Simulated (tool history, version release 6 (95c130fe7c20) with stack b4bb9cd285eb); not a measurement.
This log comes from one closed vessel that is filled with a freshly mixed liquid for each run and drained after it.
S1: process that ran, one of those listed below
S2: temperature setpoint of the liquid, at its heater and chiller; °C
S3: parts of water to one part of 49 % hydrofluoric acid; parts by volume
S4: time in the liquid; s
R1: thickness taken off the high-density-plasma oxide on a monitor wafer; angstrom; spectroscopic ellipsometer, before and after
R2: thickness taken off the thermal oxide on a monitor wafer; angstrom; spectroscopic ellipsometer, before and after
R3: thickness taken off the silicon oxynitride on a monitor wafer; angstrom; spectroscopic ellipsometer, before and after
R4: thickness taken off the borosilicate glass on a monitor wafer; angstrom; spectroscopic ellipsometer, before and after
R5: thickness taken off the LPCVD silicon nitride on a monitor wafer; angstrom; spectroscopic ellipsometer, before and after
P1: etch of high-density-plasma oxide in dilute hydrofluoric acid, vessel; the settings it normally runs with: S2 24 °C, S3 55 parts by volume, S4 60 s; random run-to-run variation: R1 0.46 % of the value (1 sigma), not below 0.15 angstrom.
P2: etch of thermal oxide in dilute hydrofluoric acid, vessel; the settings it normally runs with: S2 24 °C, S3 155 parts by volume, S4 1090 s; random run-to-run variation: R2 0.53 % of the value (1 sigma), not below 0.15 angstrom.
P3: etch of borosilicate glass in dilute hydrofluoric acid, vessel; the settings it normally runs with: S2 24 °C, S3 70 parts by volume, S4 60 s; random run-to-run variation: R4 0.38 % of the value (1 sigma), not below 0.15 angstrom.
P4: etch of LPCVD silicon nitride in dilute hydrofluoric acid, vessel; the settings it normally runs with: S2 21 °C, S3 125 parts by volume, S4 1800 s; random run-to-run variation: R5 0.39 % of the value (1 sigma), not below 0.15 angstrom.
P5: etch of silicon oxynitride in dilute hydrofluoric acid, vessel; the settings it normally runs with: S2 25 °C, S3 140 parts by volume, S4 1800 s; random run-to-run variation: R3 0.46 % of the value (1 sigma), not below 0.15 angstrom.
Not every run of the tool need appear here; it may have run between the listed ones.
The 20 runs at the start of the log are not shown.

{"run": 21, "hour": 147.3, "S1": "P1", "S2": 24, "S3": 55, "S4": 60, "R1": 96.7}
{"run": 22, "hour": 152.8, "S1": "P1", "S2": 24, "S3": 55, "S4": 30, "R1": 48.404}
{"run": 23, "hour": 160.0, "S1": "P2", "S2": 24, "S3": 155, "S4": 1090, "R2": 319.83}
{"run": 24, "hour": 168.8, "S1": "P4", "S2": 21, "S3": 45, "S4": 1800, "R5": 195.69}
{"run": 25, "hour": 175.6, "S1": "P5", "S2": 17, "S3": 140, "S4": 1800, "R3": 186.86}
{"run": 26, "hour": 184.8, "S1": "P1", "S2": 24, "S3": 55, "S4": 60, "R1": 97.772}
{"run": 27, "hour": 190.6, "S1": "P4", "S2": 27.5, "S3": 125, "S4": 1800, "R5": 109.96}
{"run": 28, "hour": 199.0, "S1": "P3", "S2": 24, "S3": 30, "S4": 60, "R4": 1221.9}
{"run": 29, "hour": 208.7, "S1": "P1", "S2": 24, "S3": 85, "S4": 30, "R1": 30.419}
{"run": 30, "hour": 213.7, "S1": "P3", "S2": 24, "S3": 70, "S4": 85, "R4": 695.66}
{"run": 31, "hour": 221.5, "S1": "P1", "S2": 24, "S3": 55, "S4": 60, "R1": 98.121}

For run 32, what comes out?
{"run": 32, "hour": 230.4, "S1": "P1", "S2": 24, "S3": 55, "S4": 60, "R1": "?"}

R1: 100.66 angstrom
